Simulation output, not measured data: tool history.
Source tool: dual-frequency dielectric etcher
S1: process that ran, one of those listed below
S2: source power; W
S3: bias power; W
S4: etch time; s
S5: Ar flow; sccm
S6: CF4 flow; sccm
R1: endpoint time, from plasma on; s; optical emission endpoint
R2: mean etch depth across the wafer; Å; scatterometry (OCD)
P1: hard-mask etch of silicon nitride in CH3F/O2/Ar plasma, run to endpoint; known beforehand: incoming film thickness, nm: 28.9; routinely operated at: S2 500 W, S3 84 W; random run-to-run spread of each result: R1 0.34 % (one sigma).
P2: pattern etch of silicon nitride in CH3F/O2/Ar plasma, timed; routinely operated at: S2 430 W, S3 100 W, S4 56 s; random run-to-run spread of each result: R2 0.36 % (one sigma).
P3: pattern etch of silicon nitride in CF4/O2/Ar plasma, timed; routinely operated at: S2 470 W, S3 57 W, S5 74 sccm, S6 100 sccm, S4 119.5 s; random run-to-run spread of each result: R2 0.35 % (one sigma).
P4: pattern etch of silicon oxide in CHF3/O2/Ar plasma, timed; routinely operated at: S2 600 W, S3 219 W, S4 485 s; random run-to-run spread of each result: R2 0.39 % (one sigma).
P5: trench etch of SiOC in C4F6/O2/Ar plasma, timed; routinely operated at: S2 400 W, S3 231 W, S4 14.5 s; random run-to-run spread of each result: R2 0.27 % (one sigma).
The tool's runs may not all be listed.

run,day,S1,S2,S3,S4,S5,S6,R1,R2
1,0.512,P1,500,84,,,,36.832,
2,0.883,P5,400,231,14.5,,,,318.7
3,1.521,P1,660,84,,,,32.838,
4,2.275,P3,470,79,119.5,74,100,,2676.1
5,2.992,P1,620,66,,,,36.963,
6,3.679,P5,400,231,21.5,,,,470.22
7,4.233,P3,470,57,119.5,74,77,,2277.7
8,4.688,P4,760,219,485,,,,11141
9,5.238,P5,400,166,14.5,,,,286
10,5.912,P1,500,84,,,,36.863,
11,6.296,P1,500,84,,,,36.892,
12,7.092,P1,630,61,,,,37.617,
13,7.508,P4,600,219,485,,,,10125
14,8.029,P5,560,231,14.5,,,,359.73
15,8.4,P3,330,57,119.5,74,100,,1726.6
16,9.154,P3,470,57,119.5,74,100,,2339.4
17,9.504,P1,370,84,,,,41.554,
18,9.971,P4,600,284,485,,,,11150
19,10.458,P2,430,100,42,,,,340
20,11.254,P3,470,57,166,74,100,,3271.4
21,11.683,P4,600,219,485,,,,10161
22,12.129,P1,500,84,,,,36.877,
23,12.55,P4,600,219,650.5,,,,13766
24,13.354,P2,600,100,56,,,,513.02
25,13.812,P1,500,84,,,,36.933,
26,14.212,P2,430,100,56,,,,454.88
27,14.642,P2,430,100,56,,,,457.84
28,15.358,P1,500,65,,,,40.088,
29,15.808,P2,430,66,56,,,,392.64
30,16.379,P3,470,57,119.5,74,100,,2344.4
31,16.867,P3,470,57,119.5,53,100,,2431.8
32,17.654,P1,500,118,,,,32.649,
33,18.45,P1,500,84,,,,36.82,
34,18.942,P1,500,84,,,,37.021,
35,19.358,P1,500,84,,,,37.317,
36,20.15,P1,500,84,,,,37.316,
37,20.496,P1,500,84,,,,37.403,
38,21.075,P1,500,84,,,,37.396,
39,21.758,P1,500,84,,,,37.378,
# day 21.942: wet clean of the chamber
40,22.383,P1,500,84,,,,37.318,
41,22.854,P1,500,84,,,,37.377,
42,23.504,P1,500,84,,,,37.772,
43,23.908,P1,500,84,,,,37.38,

What P1 gives has crept off from where it sat before. The 2 causes that follow fit the log equally well, each at the size noted:
A: source power that arrives under what is set, % = 4.42
B: bias power that arrives under what is set, % = 4.8
Onset of the creep was near day 18.45.
Every other cause this tool's parts could produce, and why it does not fit the log:
chamber walls in a state that lowers the etch rate, %: serviced after onset, at day 21.942, with no recovery of the prior output

Which of the check runs below tells the causes apart, meaning the causes would give it clearly different results? Each run uses 2 wafers whose results are averaged, and each result is shown as a question mark.
check 1,24.312,P2,430,100,56,,,,?
check 2,24.312,P3,470,57,119.5,74,100,,?
check 3,24.312,P5,400,231,14.5,,,,?
check 4,24.312,P4,600,219,485,,,,?

Predicted outcomes, by check and by cause:
check,result,if A,if B
check 1,R2,447.7,447.23
check 2,R2,2258,2306.3
check 3,R2,311.85,312.17
check 4,R2,9973.7,9973.7
Minimum pairwise separation of causes per check, each pair taken at its best-separating result: check 1 0.1 %; check 2 2.12 %; check 3 0.1 %; check 4 0 %
Check 2 tells the causes apart: in the others they would give nearly the same result.

Running check 2 produced the following: R2 2300.8 Å. Which one of the listed causes fits?

The correct cause is B, namely: bias power that arrives under what is set, %.
